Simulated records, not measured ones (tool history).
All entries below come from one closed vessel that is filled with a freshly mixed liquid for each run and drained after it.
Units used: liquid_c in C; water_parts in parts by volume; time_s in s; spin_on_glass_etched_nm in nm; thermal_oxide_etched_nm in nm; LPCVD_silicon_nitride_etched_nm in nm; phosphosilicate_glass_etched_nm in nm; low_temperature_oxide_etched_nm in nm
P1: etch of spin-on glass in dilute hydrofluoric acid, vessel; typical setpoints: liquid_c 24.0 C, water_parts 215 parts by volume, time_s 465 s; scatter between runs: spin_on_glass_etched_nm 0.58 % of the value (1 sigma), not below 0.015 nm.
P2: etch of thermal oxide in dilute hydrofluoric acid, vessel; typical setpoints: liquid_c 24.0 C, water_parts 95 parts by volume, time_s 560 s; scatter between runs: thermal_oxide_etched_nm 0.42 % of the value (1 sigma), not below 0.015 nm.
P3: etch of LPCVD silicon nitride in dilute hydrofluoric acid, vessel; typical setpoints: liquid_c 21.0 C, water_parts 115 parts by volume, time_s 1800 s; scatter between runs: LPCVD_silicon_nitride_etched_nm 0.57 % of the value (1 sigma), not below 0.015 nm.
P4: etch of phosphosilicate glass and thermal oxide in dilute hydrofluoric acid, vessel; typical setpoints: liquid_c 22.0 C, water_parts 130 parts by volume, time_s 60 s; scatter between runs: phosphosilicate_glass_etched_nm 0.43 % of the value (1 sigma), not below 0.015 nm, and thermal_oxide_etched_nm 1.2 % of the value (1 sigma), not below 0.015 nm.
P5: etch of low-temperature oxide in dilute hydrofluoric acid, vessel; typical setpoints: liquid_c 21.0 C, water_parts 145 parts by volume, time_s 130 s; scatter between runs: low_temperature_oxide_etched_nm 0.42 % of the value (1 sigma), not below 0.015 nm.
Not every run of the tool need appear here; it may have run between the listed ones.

run	day	process	liquid_c	water_parts	time_s	hours since the thermometer was replaced	hours since the hydrofluoric acid flow meter was replaced	spin_on_glass_etched_nm	thermal_oxide_etched_nm	LPCVD_silicon_nitride_etched_nm	phosphosilicate_glass_etched_nm	low_temperature_oxide_etched_nm
1	0.138	P1	24.0	215	465	1908.6	67.3	42.808				
2	0.321	P1	24.0	100	655	1913.0	71.7	146.430				
3	0.504	P2	32.0	95	560	1917.4	76.1		39.3240			
4	0.675	P3	26.5	115	1800	1921.5	80.2			9.1902		
5	0.888	P4	22.0	30	60	1926.6	85.3		9.4448		385.500	
6	1.062	P1	24.0	215	465	1930.8	89.5	42.507				
7	1.162	P5	17.0	145	130	1933.2	91.9					11.6360
8	1.379	P3	21.0	205	1800	1938.4	97.1			3.6888		
9	1.488	P1	24.0	340	465	1941.0	99.7	23.947				
10	1.604	P5	21.0	145	30	1943.8	102.5					3.1788
11	1.779	P4	29.5	130	60	1948.0	106.7		2.5316		105.060	
# day 1.867: thermometer replaced
12	1.942	P1	24.0	215	465	1.8	110.6	42.686				
13	2.092	P4	22.0	130	90	5.4	114.2		2.7467		119.140	
14	2.296	P1	24.0	125	465	10.3	119.1	80.106				
15	2.467	P5	21.0	255	130	14.4	123.2					6.9317
16	2.675	P1	24.0	215	465	19.4	128.2	42.504				
17	2.800	P1	29.5	215	465	22.4	131.2	51.026				
18	2.992	P1	24.0	45	770	27.0	135.8	408.430				
19	3.142	P2	24.0	95	560	30.6	139.4		29.0020			
20	3.254	P4	22.0	130	60	33.3	142.1		1.9184		78.188	
21	3.442	P5	21.0	145	130	37.8	146.6					13.6230
22	3.612	P1	24.0	215	765	41.9	150.7	69.872				
23	3.717	P5	21.0	145	130	44.4	153.2					13.6560
24	3.912	P3	21.0	115	1800	49.1	157.9			6.4564		
25	4.088	P1	19.0	215	465	53.3	162.1	35.211				
26	4.208	P1	24.0	215	65	56.2	165.0	5.996				
27	4.308	P1	24.0	215	465	58.6	167.4	42.645				
28	4.404	P3	21.0	115	2950	60.9	169.7			10.4870		
29	4.596	P1	24.0	215	465	65.5	174.3	42.518				
30	4.796	P1	24.0	215	465	70.3	179.1	42.547				
31	4.925	P1	17.0	80	465	73.4	182.2	99.386				
# day 4.938: hydrofluoric acid flow meter replaced
32	5.108	P2	24.0	95	75	77.8	4.2		3.9016			
33	5.288	P4	22.0	130	60	82.1	8.5		1.9103		79.404	
34	5.392	P2	24.0	175	560	84.6	11.0		14.2490			
35	5.546	P1	24.0	215	465	88.3	14.7	42.318				
36	5.721	P1	24.0	215	465	92.5	18.9	41.294				
37	5.888	P1	24.0	215	465	96.5	22.9	40.198				
38	5.988	P1	24.0	215	465	98.9	25.3	40.029				
39	6.179	P1	24.0	215	465	103.5	29.9	39.706				
40	6.362	P1	24.0	215	465	107.9	34.3	38.985				
41	6.575	P1	24.0	215	465	113.0	39.4	39.155				
42	6.692	P1	24.0	215	465	115.8	42.2	39.459				
43	6.808	P1	24.0	215	465	118.6	45.0	39.482				
44	6.912	P1	24.0	215	465	121.1	47.5	39.066				
45	7.062	P1	24.0	215	465	124.7	51.1	39.171				

What P1 gives has crept off from where it sat before. The 2 causes that follow fit the log equally well, each at the size noted:
A: liquid colder than its thermometer reads (K) = 2.15
B: hydrofluoric acid flow below the setpoint (%) = 6.24
At approximately day 5.546, the process output began to creep.

Listed below are the offered check runs, one wafer per run, with question marks in place of results. For which of them would the causes give clearly different outcomes?
check 1	7.212	P3	24.5	185	1800					?		
check 2	7.212	P2	28.5	95	285				?			
check 3	7.212	P4	29.0	130	60				?		?	
check 4	7.212	P5	17.5	145	30							?

What each check would give under each cause:
check	result	if A	if B
check 1	LPCVD_silicon_nitride_etched_nm	4.4212	4.7587
check 2	thermal_oxide_etched_nm	16.1190	16.2780
check 3	thermal_oxide_etched_nm	2.2930	2.3032
check 3	phosphosilicate_glass_etched_nm	95.110	95.535
check 4	low_temperature_oxide_etched_nm	2.5005	2.5383
Gap, in per cent, between the two causes that each check separates least, read from the result that separates them most: check 1 7.36 %; check 2 0.98 %; check 3 0.45 %; check 4 1.5 %
Check 1 is the one run that separates the causes; every other check would come out nearly the same whichever cause is at work.

With check 1 done, the readings were: LPCVD_silicon_nitride_etched_nm 4.4559 nm. Identify which of the listed causes applies.

It was cause A: liquid colder than its thermometer reads (K).
